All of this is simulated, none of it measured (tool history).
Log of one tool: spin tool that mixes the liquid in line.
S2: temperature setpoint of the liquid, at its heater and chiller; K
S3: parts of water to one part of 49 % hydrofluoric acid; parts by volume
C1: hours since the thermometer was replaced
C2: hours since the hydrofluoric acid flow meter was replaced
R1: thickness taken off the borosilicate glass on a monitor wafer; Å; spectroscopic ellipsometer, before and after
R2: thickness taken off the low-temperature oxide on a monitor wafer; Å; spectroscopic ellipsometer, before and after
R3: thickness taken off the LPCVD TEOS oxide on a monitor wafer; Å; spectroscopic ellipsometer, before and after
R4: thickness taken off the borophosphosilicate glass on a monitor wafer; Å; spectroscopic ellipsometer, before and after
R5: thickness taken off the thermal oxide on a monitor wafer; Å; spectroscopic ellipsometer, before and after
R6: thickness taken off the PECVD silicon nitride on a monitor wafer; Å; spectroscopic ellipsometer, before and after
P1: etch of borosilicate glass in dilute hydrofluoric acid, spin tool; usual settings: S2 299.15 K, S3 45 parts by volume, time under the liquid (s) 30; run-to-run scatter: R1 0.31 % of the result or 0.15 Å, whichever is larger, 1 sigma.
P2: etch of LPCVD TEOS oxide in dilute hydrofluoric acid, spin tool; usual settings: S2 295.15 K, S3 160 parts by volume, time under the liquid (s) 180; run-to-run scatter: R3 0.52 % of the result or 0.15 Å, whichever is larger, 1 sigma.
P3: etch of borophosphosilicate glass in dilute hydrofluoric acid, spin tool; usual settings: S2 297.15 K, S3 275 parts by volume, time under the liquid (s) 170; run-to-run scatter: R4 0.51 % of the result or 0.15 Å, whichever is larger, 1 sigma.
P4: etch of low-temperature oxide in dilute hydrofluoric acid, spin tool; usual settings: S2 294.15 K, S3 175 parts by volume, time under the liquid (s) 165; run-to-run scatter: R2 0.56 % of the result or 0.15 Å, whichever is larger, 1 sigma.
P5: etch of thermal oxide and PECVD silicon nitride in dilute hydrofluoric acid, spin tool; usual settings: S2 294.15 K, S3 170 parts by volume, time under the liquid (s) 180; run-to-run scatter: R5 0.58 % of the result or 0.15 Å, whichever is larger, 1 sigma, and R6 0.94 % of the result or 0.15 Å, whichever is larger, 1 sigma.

Run 1, hour 5.9: process that ran P1, S2 299.15 K, S3 45 parts by volume, time under the liquid (s) 30; C1 643.4; C2 599.6. Result: R1 151.65 Å.
Run 2, hour 12.5: process that ran P1, S2 294.15 K, S3 45 parts by volume, time under the liquid (s) 15; C1 650; C2 606.2. Result: R1 61.832 Å.
Run 3, hour 20.4: process that ran P1, S2 299.15 K, S3 45 parts by volume, time under the liquid (s) 30; C1 657.9; C2 614.1. Result: R1 151.31 Å.
Run 4, hour 27.9: process that ran P4, S2 294.15 K, S3 35 parts by volume, time under the liquid (s) 165; C1 665.4; C2 621.6. Result: R2 1034.9 Å.
Run 5, hour 38.2: process that ran P2, S2 295.15 K, S3 160 parts by volume, time under the liquid (s) 180; C1 675.7; C2 631.9. Result: R3 164.14 Å.
Run 6, hour 48.1: process that ran P3, S2 297.15 K, S3 65 parts by volume, time under the liquid (s) 170; C1 685.6; C2 641.8. Result: R4 1695.3 Å.
Run 7, hour 55.5: process that ran P4, S2 294.15 K, S3 175 parts by volume, time under the liquid (s) 165; C1 693; C2 649.2. Result: R2 176.93 Å.
Run 8, hour 62.7: process that ran P3, S2 293.65 K, S3 275 parts by volume, time under the liquid (s) 170; C1 700.2; C2 656.4. Result: R4 279.67 Å.
Run 9, hour 68.8: process that ran P2, S2 295.15 K, S3 75 parts by volume, time under the liquid (s) 180; C1 706.3; C2 662.5. Result: R3 383.6 Å.
Run 10, hour 76.8: process that ran P5, S2 294.15 K, S3 170 parts by volume, time under the liquid (s) 180; C1 714.3; C2 670.5. Result: R5 42.724 Å, R6 26.297 Å.
Run 11, hour 87: process that ran P5, S2 294.15 K, S3 245 parts by volume, time under the liquid (s) 180; C1 724.5; C2 680.7. Result: R5 27.125 Å, R6 18.359 Å.
Run 12, hour 93.4: process that ran P4, S2 290.15 K, S3 175 parts by volume, time under the liquid (s) 165; C1 730.9; C2 687.1. Result: R2 148.88 Å.
Run 13, hour 98.9: process that ran P3, S2 297.15 K, S3 275 parts by volume, time under the liquid (s) 170; C1 736.4; C2 692.6. Result: R4 317.14 Å.
Run 14, hour 104: process that ran P2, S2 295.15 K, S3 160 parts by volume, time under the liquid (s) 325; C1 741.5; C2 697.7. Result: R3 297.85 Å.
At hour 113.7: hydrofluoric acid flow meter replaced.
Run 15, hour 114.2: process that ran P3, S2 297.15 K, S3 275 parts by volume, time under the liquid (s) 20; C1 751.7; C2 0.5. Result: R4 37.265 Å.
Run 16, hour 124.7: process that ran P1, S2 299.15 K, S3 45 parts by volume, time under the liquid (s) 30; C1 762.2; C2 11. Result: R1 151 Å.
Run 17, hour 129.7: process that ran P2, S2 301.65 K, S3 160 parts by volume, time under the liquid (s) 180; C1 767.2; C2 16. Result: R3 208.25 Å.
Run 18, hour 135.8: process that ran P1, S2 299.15 K, S3 45 parts by volume, time under the liquid (s) 30; C1 773.3; C2 22.1. Result: R1 151.8 Å.
Run 19, hour 144: process that ran P1, S2 299.15 K, S3 45 parts by volume, time under the liquid (s) 65; C1 781.5; C2 30.3. Result: R1 327.85 Å.
Run 20, hour 154.5: process that ran P1, S2 299.15 K, S3 45 parts by volume, time under the liquid (s) 30; C1 792; C2 40.8. Result: R1 151.84 Å.
Run 21, hour 161.4: process that ran P1, S2 305.65 K, S3 45 parts by volume, time under the liquid (s) 30; C1 798.9; C2 47.7. Result: R1 196.7 Å.
Run 22, hour 170.6: process that ran P1, S2 292.15 K, S3 60 parts by volume, time under the liquid (s) 30; C1 808.1; C2 56.9. Result: R1 83.177 Å.
Run 23, hour 176.9: process that ran P4, S2 294.15 K, S3 175 parts by volume, time under the liquid (s) 15; C1 814.4; C2 63.2. Result: R2 15.944 Å.

Run 24 comes next. What will it give?
Run 24, hour 183.9: process that ran P2, S2 295.15 K, S3 160 parts by volume, time under the liquid (s) 180; C1 821.4; C2 70.2. Result: R3 ?.

Run 24 gave R3 162.93 Å.

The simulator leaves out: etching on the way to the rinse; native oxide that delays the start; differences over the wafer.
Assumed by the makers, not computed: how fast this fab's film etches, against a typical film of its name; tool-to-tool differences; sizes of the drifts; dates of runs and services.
